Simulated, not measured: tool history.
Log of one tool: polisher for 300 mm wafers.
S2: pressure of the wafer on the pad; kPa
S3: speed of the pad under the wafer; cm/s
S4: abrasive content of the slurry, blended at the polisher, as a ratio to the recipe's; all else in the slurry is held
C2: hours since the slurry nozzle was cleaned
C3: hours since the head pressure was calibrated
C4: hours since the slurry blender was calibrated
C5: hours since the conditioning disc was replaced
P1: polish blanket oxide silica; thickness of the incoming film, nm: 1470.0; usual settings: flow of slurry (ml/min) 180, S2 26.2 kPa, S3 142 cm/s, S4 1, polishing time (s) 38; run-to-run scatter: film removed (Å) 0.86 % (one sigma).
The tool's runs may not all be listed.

run 1 hour=11.9 | flow_of_slurry_(ml/min)=180 S2=26.2 S3=142 S4=1 polishing_time_(s)=38 | wafers_polished_on_this_pad=340 C2=74.2 C3=635.4 C4=317.4 C5=191.5 | film_removed_(Å)=1228
run 2 hour=21 | flow_of_slurry_(ml/min)=110 S2=26.2 S3=190 S4=1 polishing_time_(s)=38 | wafers_polished_on_this_pad=435 C2=83.3 C3=644.5 C4=326.5 C5=200.6 | film_removed_(Å)=1421.8
run 3 hour=26.6 | flow_of_slurry_(ml/min)=180 S2=26.2 S3=142 S4=1 polishing_time_(s)=38 | wafers_polished_on_this_pad=493 C2=88.9 C3=650.1 C4=332.1 C5=206.2 | film_removed_(Å)=1226.2
run 4 hour=36.7 | flow_of_slurry_(ml/min)=180 S2=26.2 S3=142 S4=1 polishing_time_(s)=57 | wafers_polished_on_this_pad=599 C2=99 C3=660.2 C4=342.2 C5=216.3 | film_removed_(Å)=1845.7
run 5 hour=46.9 | flow_of_slurry_(ml/min)=180 S2=26.2 S3=142 S4=1 polishing_time_(s)=17 | wafers_polished_on_this_pad=706 C2=109.2 C3=670.4 C4=352.4 C5=226.5 | film_removed_(Å)=554.04
run 6 hour=53.6 | flow_of_slurry_(ml/min)=180 S2=26.2 S3=142 S4=0.55 polishing_time_(s)=38 | wafers_polished_on_this_pad=776 C2=115.9 C3=677.1 C4=359.1 C5=233.2 | film_removed_(Å)=912.88
run 7 hour=61.1 | flow_of_slurry_(ml/min)=180 S2=26.2 S3=142 S4=1 polishing_time_(s)=38 | wafers_polished_on_this_pad=854 C2=123.4 C3=684.6 C4=366.6 C5=240.7 | film_removed_(Å)=1227.6
run 8 hour=70 | flow_of_slurry_(ml/min)=180 S2=26.2 S3=142 S4=1.45 polishing_time_(s)=38 | wafers_polished_on_this_pad=947 C2=132.3 C3=693.5 C4=375.5 C5=249.6 | film_removed_(Å)=1445.9
run 9 hour=78.1 | flow_of_slurry_(ml/min)=180 S2=26.2 S3=78 S4=1 polishing_time_(s)=38 | wafers_polished_on_this_pad=1032 C2=140.4 C3=701.6 C4=383.6 C5=257.7 | film_removed_(Å)=765.63
run 10 hour=86.4 | flow_of_slurry_(ml/min)=180 S2=26.2 S3=142 S4=1 polishing_time_(s)=38 | wafers_polished_on_this_pad=1119 C2=148.7 C3=709.9 C4=391.9 C5=266 | film_removed_(Å)=1219.7
run 11 hour=92.6 | flow_of_slurry_(ml/min)=180 S2=11.7 S3=142 S4=1 polishing_time_(s)=38 | wafers_polished_on_this_pad=1183 C2=154.9 C3=716.1 C4=398.1 C5=272.2 | film_removed_(Å)=554.38
run 12 hour=101.1 | flow_of_slurry_(ml/min)=180 S2=41.4 S3=142 S4=1 polishing_time_(s)=38 | wafers_polished_on_this_pad=1272 C2=163.4 C3=724.6 C4=406.6 C5=280.7 | film_removed_(Å)=1957.1
run 13 hour=107.1 | flow_of_slurry_(ml/min)=180 S2=26.2 S3=188 S4=1 polishing_time_(s)=38 | wafers_polished_on_this_pad=1335 C2=169.4 C3=730.6 C4=412.6 C5=286.7 | film_removed_(Å)=1549.7
run 14 hour=119 | flow_of_slurry_(ml/min)=110 S2=26.2 S3=142 S4=1 polishing_time_(s)=38 | wafers_polished_on_this_pad=1459 C2=181.3 C3=742.5 C4=424.5 C5=298.6 | film_removed_(Å)=1121.9
run 15 hour=126.2 | flow_of_slurry_(ml/min)=275 S2=26.2 S3=142 S4=1 polishing_time_(s)=38 | wafers_polished_on_this_pad=1535 C2=188.5 C3=749.7 C4=431.7 C5=305.8 | film_removed_(Å)=1305.4

Forecast run 16:
run 16 hour=133.6 | flow_of_slurry_(ml/min)=180 S2=26.2 S3=142 S4=1 polishing_time_(s)=38 | wafers_polished_on_this_pad=1612 C2=195.9 C3=757.1 C4=439.1 C5=313.2 | film_removed_(Å)=?

Run 16 gave film removed (Å) 1226.6.

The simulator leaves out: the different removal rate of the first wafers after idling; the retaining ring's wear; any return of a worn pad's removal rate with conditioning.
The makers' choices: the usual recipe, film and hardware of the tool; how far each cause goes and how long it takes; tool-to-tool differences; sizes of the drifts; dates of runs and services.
